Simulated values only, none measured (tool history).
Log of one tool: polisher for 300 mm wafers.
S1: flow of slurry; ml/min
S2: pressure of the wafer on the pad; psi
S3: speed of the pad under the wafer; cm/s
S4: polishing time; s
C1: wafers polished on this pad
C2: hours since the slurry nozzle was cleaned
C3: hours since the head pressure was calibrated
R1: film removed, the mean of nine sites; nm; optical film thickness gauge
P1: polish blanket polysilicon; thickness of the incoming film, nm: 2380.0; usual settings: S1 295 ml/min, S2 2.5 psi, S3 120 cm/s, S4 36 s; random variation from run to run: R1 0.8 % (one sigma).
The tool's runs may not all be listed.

Run 1, hour 11.4: S1 295 ml/min, S2 2.5 psi, S3 120 cm/s, S4 36 s; C1 681; C2 94.9; C3 131.6. Result: R1 289.73 nm.
Run 2, hour 20.2: S1 295 ml/min, S2 1.2 psi, S3 120 cm/s, S4 36 s; C1 811; C2 103.7; C3 140.4. Result: R1 138.66 nm.
Run 3, hour 29.9: S1 295 ml/min, S2 2.5 psi, S3 120 cm/s, S4 36 s; C1 955; C2 113.4; C3 150.1. Result: R1 292.21 nm.
Run 4, hour 37.3: S1 295 ml/min, S2 2.5 psi, S3 120 cm/s, S4 36 s; C1 1065; C2 120.8; C3 157.5. Result: R1 291.94 nm.
Run 5, hour 45.8: S1 425 ml/min, S2 2.5 psi, S3 120 cm/s, S4 36 s; C1 1191; C2 129.3; C3 166.0. Result: R1 297.02 nm.
Run 6, hour 54.5: S1 295 ml/min, S2 2.5 psi, S3 120 cm/s, S4 19 s; C1 1320; C2 138.0; C3 174.7. Result: R1 151.61 nm.
Run 7, hour 65.7: S1 295 ml/min, S2 2.5 psi, S3 76 cm/s, S4 36 s; C1 1486; C2 149.2; C3 185.9. Result: R1 185.82 nm.
Run 8, hour 77.3: S1 295 ml/min, S2 3.2 psi, S3 120 cm/s, S4 49 s; C1 1658; C2 160.8; C3 197.5. Result: R1 515.07 nm.
Run 9, hour 88.1: S1 295 ml/min, S2 4.0 psi, S3 120 cm/s, S4 36 s; C1 1818; C2 171.6; C3 208.3. Result: R1 465.34 nm.
Run 10, hour 98.3: S1 295 ml/min, S2 2.5 psi, S3 120 cm/s, S4 36 s; C1 1969; C2 181.8; C3 218.5. Result: R1 291.45 nm.
Run 11, hour 109.8: S1 175 ml/min, S2 2.5 psi, S3 120 cm/s, S4 36 s; C1 2140; C2 193.3; C3 230.0. Result: R1 270.29 nm.
Run 12, hour 119.2: S1 295 ml/min, S2 2.5 psi, S3 120 cm/s, S4 57 s; C1 2279; C2 202.7; C3 239.4. Result: R1 457.36 nm.
Run 13, hour 130.9: S1 295 ml/min, S2 2.5 psi, S3 182 cm/s, S4 36 s; C1 2453; C2 214.4; C3 251.1. Result: R1 448.02 nm.
Run 14, hour 136.7: S1 295 ml/min, S2 2.5 psi, S3 120 cm/s, S4 36 s; C1 2539; C2 220.2; C3 256.9. Result: R1 293.96 nm.
Run 15, hour 143.1: S1 295 ml/min, S2 2.5 psi, S3 120 cm/s, S4 36 s; C1 2634; C2 226.6; C3 263.3. Result: R1 286.86 nm.
Run 16, hour 154.8: S1 295 ml/min, S2 3.4 psi, S3 178 cm/s, S4 36 s; C1 2808; C2 238.3; C3 275.0. Result: R1 584.21 nm.
Run 17, hour 161.4: S1 295 ml/min, S2 2.5 psi, S3 172 cm/s, S4 48 s; C1 2905; C2 244.9; C3 281.6. Result: R1 551.09 nm.
Run 18, hour 168.9: S1 295 ml/min, S2 2.5 psi, S3 120 cm/s, S4 36 s; C1 3017; C2 252.4; C3 289.1. Result: R1 287.84 nm.
Run 19, hour 178.3: S1 295 ml/min, S2 2.5 psi, S3 120 cm/s, S4 36 s; C1 3156; C2 261.8; C3 298.5. Result: R1 287.42 nm.
Run 20, hour 189.4: S1 295 ml/min, S2 2.5 psi, S3 120 cm/s, S4 36 s; C1 3321; C2 272.9; C3 309.6. Result: R1 286.42 nm.
Run 21, hour 200.6: S1 295 ml/min, S2 2.5 psi, S3 120 cm/s, S4 36 s; C1 3487; C2 284.1; C3 320.8. Result: R1 284.54 nm.
At hour 204.2: head pressure recalibrated.
Run 22, hour 206.6: S1 295 ml/min, S2 2.5 psi, S3 120 cm/s, S4 36 s; C1 3576; C2 290.1; C3 2.5. Result: R1 278.66 nm.
Run 23, hour 218.2: S1 295 ml/min, S2 2.5 psi, S3 120 cm/s, S4 36 s; C1 3748; C2 301.7; C3 14.1. Result: R1 279.71 nm.
Run 24, hour 225.2: S1 295 ml/min, S2 2.5 psi, S3 120 cm/s, S4 36 s; C1 3852; C2 308.7; C3 21.1. Result: R1 279.35 nm.
Run 25, hour 237.5: S1 295 ml/min, S2 2.5 psi, S3 120 cm/s, S4 36 s; C1 4034; C2 321.0; C3 33.4. Result: R1 280.89 nm.
Run 26, hour 244.7: S1 295 ml/min, S2 2.5 psi, S3 120 cm/s, S4 36 s; C1 4141; C2 328.2; C3 40.6. Result: R1 284.68 nm.
Run 27, hour 251.4: S1 295 ml/min, S2 2.5 psi, S3 120 cm/s, S4 36 s; C1 4240; C2 334.9; C3 47.3. Result: R1 277.78 nm.

What P1 gives has crept away from where it was. These 2 causes fit the log equally well, each at the size given:
A: slurry flow missing at the pad, % = 30.7
B: removal rate lost through wear of the pad, % = 3.92
The creep began at about hour 168.9.
Why every other cause is out:
head's pressure below its setpoint, %: serviced at hour 204.2, which brought nothing back

4 check runs are offered, each on 5 wafers whose results are averaged, their results left as question marks. Which one tells the causes apart?
Run check 1, hour 258.1: S1 175 ml/min, S2 2.5 psi, S3 120 cm/s, S4 47 s. Result: R1 ?.
Run check 2, hour 258.1: S1 295 ml/min, S2 2.5 psi, S3 94 cm/s, S4 36 s. Result: R1 ?.
Run check 3, hour 258.1: S1 295 ml/min, S2 1.4 psi, S3 120 cm/s, S4 43 s. Result: R1 ?.
Run check 4, hour 258.1: S1 295 ml/min, S2 2.5 psi, S3 182 cm/s, S4 36 s. Result: R1 ?.

What each check would give under each cause:
  check  result    if A    if B
check 1      R1  335.48  344.00
check 2      R1  219.50  219.49
check 3      R1  187.43  187.42
check 4      R1  424.99  424.96
How far apart the two closest causes lie, in the result that separates them most: check 1 2.51 %; check 2 0.01 %; check 3 0.01 %; check 4 0.01 %
Check 1 tells the causes apart: in the others they would give nearly the same result.

Then check 1 was run and gave: R1 346.15 nm. Which cause is it?

It is B: removal rate lost through wear of the pad, %.

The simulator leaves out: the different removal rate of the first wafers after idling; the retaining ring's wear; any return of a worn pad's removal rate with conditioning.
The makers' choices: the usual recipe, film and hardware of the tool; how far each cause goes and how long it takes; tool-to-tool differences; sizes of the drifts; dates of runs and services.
